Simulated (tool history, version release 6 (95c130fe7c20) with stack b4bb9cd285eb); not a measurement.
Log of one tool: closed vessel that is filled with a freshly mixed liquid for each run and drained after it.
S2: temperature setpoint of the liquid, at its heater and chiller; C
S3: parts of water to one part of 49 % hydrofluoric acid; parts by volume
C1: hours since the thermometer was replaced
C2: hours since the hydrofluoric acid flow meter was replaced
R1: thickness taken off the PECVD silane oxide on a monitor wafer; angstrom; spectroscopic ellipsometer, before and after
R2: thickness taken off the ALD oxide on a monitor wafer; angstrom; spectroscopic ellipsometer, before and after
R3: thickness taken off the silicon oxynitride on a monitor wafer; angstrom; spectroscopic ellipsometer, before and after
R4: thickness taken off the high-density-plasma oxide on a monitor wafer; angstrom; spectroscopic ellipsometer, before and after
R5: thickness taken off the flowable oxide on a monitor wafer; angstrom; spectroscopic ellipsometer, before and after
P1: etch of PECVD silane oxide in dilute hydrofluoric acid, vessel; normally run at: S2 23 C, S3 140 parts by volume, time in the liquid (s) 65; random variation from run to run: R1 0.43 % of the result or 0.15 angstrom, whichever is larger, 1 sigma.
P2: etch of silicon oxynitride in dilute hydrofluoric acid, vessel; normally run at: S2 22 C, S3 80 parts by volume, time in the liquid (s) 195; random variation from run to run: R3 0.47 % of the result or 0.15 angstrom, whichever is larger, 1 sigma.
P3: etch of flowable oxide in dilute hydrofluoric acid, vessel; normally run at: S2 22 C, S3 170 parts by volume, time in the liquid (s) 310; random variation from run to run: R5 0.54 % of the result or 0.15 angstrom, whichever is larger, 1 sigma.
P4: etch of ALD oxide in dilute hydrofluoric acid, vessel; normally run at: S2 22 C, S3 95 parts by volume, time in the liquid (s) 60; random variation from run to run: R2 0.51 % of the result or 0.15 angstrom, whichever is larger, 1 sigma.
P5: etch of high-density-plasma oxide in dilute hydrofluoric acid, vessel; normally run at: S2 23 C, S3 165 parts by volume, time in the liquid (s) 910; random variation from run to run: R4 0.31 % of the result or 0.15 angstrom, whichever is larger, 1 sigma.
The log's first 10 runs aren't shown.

run 11 hour=135.2 | process_that_ran=P3 S2=22 S3=170 time_in_the_liquid_(s)=450 | C1=1069.7 C2=500.1 | R5=603.69
run 12 hour=144.1 | process_that_ran=P4 S2=22 S3=95 time_in_the_liquid_(s)=35 | C1=1078.6 C2=509 | R2=51.998
run 13 hour=154.1 | process_that_ran=P5 S2=23 S3=165 time_in_the_liquid_(s)=910 | C1=1088.6 C2=519 | R4=273.35
run 14 hour=167.9 | process_that_ran=P4 S2=22 S3=95 time_in_the_liquid_(s)=60 | C1=1102.4 C2=532.8 | R2=87.966
run 15 hour=183.3 | process_that_ran=P1 S2=23 S3=140 time_in_the_liquid_(s)=65 | C1=1117.8 C2=548.2 | R1=205
run 16 hour=199.6 | process_that_ran=P3 S2=17 S3=170 time_in_the_liquid_(s)=310 | C1=1134.1 C2=564.5 | R5=340.1
run 17 hour=210.2 | process_that_ran=P5 S2=23 S3=70 time_in_the_liquid_(s)=910 | C1=1144.7 C2=575.1 | R4=721.04
run 18 hour=223 | process_that_ran=P2 S2=22 S3=80 time_in_the_liquid_(s)=195 | C1=1157.5 C2=587.9 | R3=107.17
run 19 hour=235.9 | process_that_ran=P3 S2=22 S3=35 time_in_the_liquid_(s)=310 | C1=1170.4 C2=600.8 | R5=2338.1
run 20 hour=246.2 | process_that_ran=P1 S2=23 S3=140 time_in_the_liquid_(s)=65 | C1=1180.7 C2=611.1 | R1=206.26
run 21 hour=260 | process_that_ran=P3 S2=22 S3=170 time_in_the_liquid_(s)=310 | C1=1194.5 C2=624.9 | R5=412.32
run 22 hour=270.3 | process_that_ran=P3 S2=22 S3=170 time_in_the_liquid_(s)=310 | C1=1204.8 C2=635.2 | R5=409.45
run 23 hour=277.8 | process_that_ran=P2 S2=17 S3=80 time_in_the_liquid_(s)=195 | C1=1212.3 C2=642.7 | R3=82.791
run 24 hour=292.3 | process_that_ran=P1 S2=23 S3=140 time_in_the_liquid_(s)=65 | C1=1226.8 C2=657.2 | R1=206.55
run 25 hour=308.1 | process_that_ran=P1 S2=17 S3=140 time_in_the_liquid_(s)=65 | C1=1242.6 C2=673 | R1=162.44
run 26 hour=320.3 | process_that_ran=P2 S2=22 S3=20 time_in_the_liquid_(s)=195 | C1=1254.8 C2=685.2 | R3=440.96
run 27 hour=332.7 | process_that_ran=P1 S2=23 S3=140 time_in_the_liquid_(s)=120 | C1=1267.2 C2=697.6 | R1=384.42
run 28 hour=345.2 | process_that_ran=P1 S2=23 S3=215 time_in_the_liquid_(s)=65 | C1=1279.7 C2=710.1 | R1=123.72
-- hour=354.5 thermometer replaced
run 29 hour=361.3 | process_that_ran=P1 S2=30 S3=140 time_in_the_liquid_(s)=65 | C1=6.9 C2=726.2 | R1=269
run 30 hour=373.3 | process_that_ran=P1 S2=23 S3=140 time_in_the_liquid_(s)=30 | C1=18.9 C2=738.2 | R1=95.247
run 31 hour=382.1 | process_that_ran=P2 S2=22 S3=80 time_in_the_liquid_(s)=195 | C1=27.7 C2=747 | R3=106.88
run 32 hour=396.6 | process_that_ran=P1 S2=31 S3=45 time_in_the_liquid_(s)=65 | C1=42.2 C2=761.5 | R1=1000.5

Forecast run 33:
run 33 hour=410.9 | process_that_ran=P1 S2=23 S3=140 time_in_the_liquid_(s)=65 | C1=56.5 C2=775.8 | R1=?

{"run 33": {"R1": 208.2}}
